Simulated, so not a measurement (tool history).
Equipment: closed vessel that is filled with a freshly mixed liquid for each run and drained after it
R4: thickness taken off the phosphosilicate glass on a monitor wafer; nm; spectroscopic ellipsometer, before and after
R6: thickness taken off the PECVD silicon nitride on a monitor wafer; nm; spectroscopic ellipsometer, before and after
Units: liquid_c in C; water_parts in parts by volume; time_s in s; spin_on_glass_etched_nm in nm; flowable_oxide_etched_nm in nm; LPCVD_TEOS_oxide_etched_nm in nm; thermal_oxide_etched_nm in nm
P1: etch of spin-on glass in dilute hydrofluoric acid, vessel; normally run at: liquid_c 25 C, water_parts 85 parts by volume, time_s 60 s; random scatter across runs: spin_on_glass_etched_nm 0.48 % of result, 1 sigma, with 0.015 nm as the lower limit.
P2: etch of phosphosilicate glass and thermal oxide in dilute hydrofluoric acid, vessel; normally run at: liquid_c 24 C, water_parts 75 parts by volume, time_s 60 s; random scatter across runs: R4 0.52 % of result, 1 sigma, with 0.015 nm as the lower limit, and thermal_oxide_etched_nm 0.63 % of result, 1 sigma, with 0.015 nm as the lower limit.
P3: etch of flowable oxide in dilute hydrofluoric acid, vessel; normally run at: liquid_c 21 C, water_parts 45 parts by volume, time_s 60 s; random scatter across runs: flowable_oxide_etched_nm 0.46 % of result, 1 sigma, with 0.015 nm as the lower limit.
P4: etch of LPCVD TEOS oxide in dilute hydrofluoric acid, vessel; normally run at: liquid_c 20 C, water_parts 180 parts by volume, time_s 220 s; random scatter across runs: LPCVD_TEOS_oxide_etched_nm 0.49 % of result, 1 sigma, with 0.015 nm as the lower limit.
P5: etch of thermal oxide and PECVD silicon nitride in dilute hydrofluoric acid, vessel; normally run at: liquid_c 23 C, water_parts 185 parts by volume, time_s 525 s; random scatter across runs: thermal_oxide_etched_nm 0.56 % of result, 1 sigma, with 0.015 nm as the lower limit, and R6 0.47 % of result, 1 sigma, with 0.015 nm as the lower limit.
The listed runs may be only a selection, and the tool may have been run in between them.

Run 1, day 0.346: process P1, liquid_c 25 C, water_parts 85 parts by volume, time_s 60 s. Result: spin_on_glass_etched_nm 22.885 nm.
Run 2, day 0.688: process P3, liquid_c 21 C, water_parts 45 parts by volume, time_s 115 s. Result: flowable_oxide_etched_nm 122.29 nm.
Run 3, day 0.904: process P1, liquid_c 25 C, water_parts 85 parts by volume, time_s 60 s. Result: spin_on_glass_etched_nm 23.105 nm.
Run 4, day 1.15: process P4, liquid_c 20 C, water_parts 180 parts by volume, time_s 415 s. Result: LPCVD_TEOS_oxide_etched_nm 40.072 nm.
Run 5, day 1.438: process P1, liquid_c 25 C, water_parts 85 parts by volume, time_s 60 s. Result: spin_on_glass_etched_nm 23.061 nm.
Run 6, day 1.688: process P3, liquid_c 21 C, water_parts 45 parts by volume, time_s 60 s. Result: flowable_oxide_etched_nm 63.704 nm.
Run 7, day 1.912: process P3, liquid_c 17 C, water_parts 45 parts by volume, time_s 60 s. Result: flowable_oxide_etched_nm 53.688 nm.
Run 8, day 2.208: process P2, liquid_c 24 C, water_parts 75 parts by volume, time_s 30 s. Result: R4 23.944 nm, thermal_oxide_etched_nm 1.9294 nm.
Run 9, day 2.446: process P2, liquid_c 28.5 C, water_parts 75 parts by volume, time_s 60 s. Result: R4 57.194 nm, thermal_oxide_etched_nm 4.5798 nm.
Run 10, day 2.767: process P5, liquid_c 23 C, water_parts 185 parts by volume, time_s 205 s. Result: thermal_oxide_etched_nm 4.5875 nm, R6 4.8234 nm.
Run 11, day 3.042: process P1, liquid_c 25 C, water_parts 85 parts by volume, time_s 60 s. Result: spin_on_glass_etched_nm 23.071 nm.
Run 12, day 3.25: process P4, liquid_c 17 C, water_parts 180 parts by volume, time_s 220 s. Result: LPCVD_TEOS_oxide_etched_nm 18.99 nm.
Run 13, day 3.562: process P3, liquid_c 21 C, water_parts 45 parts by volume, time_s 60 s. Result: flowable_oxide_etched_nm 64.2 nm.
Run 14, day 3.825: process P5, liquid_c 23 C, water_parts 260 parts by volume, time_s 525 s. Result: thermal_oxide_etched_nm 7.7248 nm, R6 8.8144 nm.
Run 15, day 4.012: process P5, liquid_c 23 C, water_parts 185 parts by volume, time_s 525 s. Result: thermal_oxide_etched_nm 11.571 nm, R6 12.305 nm.
Run 16, day 4.217: process P1, liquid_c 25 C, water_parts 85 parts by volume, time_s 30 s. Result: spin_on_glass_etched_nm 11.488 nm.
Run 17, day 4.538: process P1, liquid_c 25 C, water_parts 85 parts by volume, time_s 110 s. Result: spin_on_glass_etched_nm 41.906 nm.
Run 18, day 4.779: process P1, liquid_c 25 C, water_parts 85 parts by volume, time_s 60 s. Result: spin_on_glass_etched_nm 23.143 nm.
Run 19, day 5.062: process P3, liquid_c 21 C, water_parts 20 parts by volume, time_s 60 s. Result: flowable_oxide_etched_nm 149.45 nm.
Run 20, day 5.254: process P1, liquid_c 25 C, water_parts 85 parts by volume, time_s 60 s. Result: spin_on_glass_etched_nm 22.883 nm.
Run 21, day 5.612: process P4, liquid_c 20 C, water_parts 110 parts by volume, time_s 220 s. Result: LPCVD_TEOS_oxide_etched_nm 37.582 nm.
Run 22, day 5.838: process P4, liquid_c 20 C, water_parts 180 parts by volume, time_s 220 s. Result: LPCVD_TEOS_oxide_etched_nm 21.382 nm.
Run 23, day 6.179: process P1, liquid_c 20.5 C, water_parts 50 parts by volume, time_s 60 s. Result: spin_on_glass_etched_nm 34.025 nm.
Run 24, day 6.462: process P1, liquid_c 28.5 C, water_parts 85 parts by volume, time_s 60 s. Result: spin_on_glass_etched_nm 26.395 nm.
Run 25, day 6.646: process P2, liquid_c 24 C, water_parts 75 parts by volume, time_s 60 s. Result: R4 48.055 nm, thermal_oxide_etched_nm 3.8315 nm.
Run 26, day 7.004: process P1, liquid_c 25 C, water_parts 130 parts by volume, time_s 60 s. Result: spin_on_glass_etched_nm 14.284 nm.
Run 27, day 7.317: process P2, liquid_c 24 C, water_parts 35 parts by volume, time_s 60 s. Result: R4 108.11 nm, thermal_oxide_etched_nm 8.6496 nm.
Run 28, day 7.621: process P5, liquid_c 19 C, water_parts 185 parts by volume, time_s 525 s. Result: thermal_oxide_etched_nm 10.096 nm, R6 9.5328 nm.
Run 29, day 7.804: process P4, liquid_c 20 C, water_parts 180 parts by volume, time_s 220 s. Result: LPCVD_TEOS_oxide_etched_nm 21.346 nm.
Run 30, day 8.029: process P5, liquid_c 23 C, water_parts 185 parts by volume, time_s 525 s. Result: thermal_oxide_etched_nm 11.642 nm, R6 12.308 nm.
Run 31, day 8.242: process P1, liquid_c 25 C, water_parts 40 parts by volume, time_s 60 s. Result: spin_on_glass_etched_nm 51.58 nm.
Run 32, day 8.583: process P1, liquid_c 17 C, water_parts 85 parts by volume, time_s 60 s. Result: spin_on_glass_etched_nm 16.575 nm.
Run 33, day 8.788: process P1, liquid_c 25 C, water_parts 85 parts by volume, time_s 60 s. Result: spin_on_glass_etched_nm 23.019 nm.
Run 34, day 9.004: process P1, liquid_c 25 C, water_parts 85 parts by volume, time_s 60 s. Result: spin_on_glass_etched_nm 23.631 nm.
Run 35, day 9.35: process P1, liquid_c 25 C, water_parts 85 parts by volume, time_s 60 s. Result: spin_on_glass_etched_nm 24.116 nm.
Run 36, day 9.679: process P1, liquid_c 25 C, water_parts 85 parts by volume, time_s 60 s. Result: spin_on_glass_etched_nm 24.397 nm.
Run 37, day 9.967: process P1, liquid_c 25 C, water_parts 85 parts by volume, time_s 60 s. Result: spin_on_glass_etched_nm 24.416 nm.
Run 38, day 10.275: process P1, liquid_c 25 C, water_parts 85 parts by volume, time_s 60 s. Result: spin_on_glass_etched_nm 24.658 nm.
Run 39, day 10.504: process P1, liquid_c 25 C, water_parts 85 parts by volume, time_s 60 s. Result: spin_on_glass_etched_nm 24.592 nm.
Run 40, day 10.712: process P1, liquid_c 25 C, water_parts 85 parts by volume, time_s 60 s. Result: spin_on_glass_etched_nm 24.853 nm.
Run 41, day 10.896: process P1, liquid_c 25 C, water_parts 85 parts by volume, time_s 60 s. Result: spin_on_glass_etched_nm 24.757 nm.
Run 42, day 11.112: process P1, liquid_c 25 C, water_parts 85 parts by volume, time_s 60 s. Result: spin_on_glass_etched_nm 24.728 nm.
Run 43, day 11.271: process P1, liquid_c 25 C, water_parts 85 parts by volume, time_s 60 s. Result: spin_on_glass_etched_nm 24.881 nm.
Run 44, day 11.429: process P1, liquid_c 25 C, water_parts 85 parts by volume, time_s 60 s. Result: spin_on_glass_etched_nm 24.993 nm.

What P1 gives has crept away from where it was. These 2 causes fit the log equally well, each at the size given:
A: liquid hotter than its thermometer reads (K) = 1.99
B: hydrofluoric acid flow above the setpoint (%) = 7.33
The drift started at roughly day 8.788.

Listed below are the offered check runs, one wafer per run, with question marks in place of results. For which of them would the causes give clearly different outcomes?
Run check 1, day 11.588: process P2, liquid_c 24 C, water_parts 75 parts by volume, time_s 60 s. Result: R4 ?, thermal_oxide_etched_nm ?.
Run check 2, day 11.588: process P3, liquid_c 21 C, water_parts 45 parts by volume, time_s 60 s. Result: flowable_oxide_etched_nm ?.
Run check 3, day 11.588: process P4, liquid_c 20 C, water_parts 180 parts by volume, time_s 220 s. Result: LPCVD_TEOS_oxide_etched_nm ?.
Run check 4, day 11.588: process P5, liquid_c 23 C, water_parts 185 parts by volume, time_s 525 s. Result: thermal_oxide_etched_nm ?, R6 ?.

If the cause were each of the candidates in turn, the checks would give the following:
  check                      result    if A    if B
check 1                          R4  52.021  51.898
check 1     thermal_oxide_etched_nm  4.1281  4.1183
check 2    flowable_oxide_etched_nm  69.375   68.75
check 3  LPCVD_TEOS_oxide_etched_nm  23.008  23.151
check 4     thermal_oxide_etched_nm  12.559  12.686
check 4                          R6  14.001  13.226
Per-check spread between the two closest causes, in the result where they differ most: check 1 0.24 %; check 2 0.91 %; check 3 0.62 %; check 4 5.69 %
Of the check runs offered, only check 4 discriminates between the causes; the rest would read about the same regardless of which cause applies.

With check 4 done, the readings were: thermal_oxide_etched_nm 12.681 nm; R6 13.269 nm. Identify which of the listed causes applies.

Of the candidate causes, it is B: hydrofluoric acid flow above the setpoint (%).
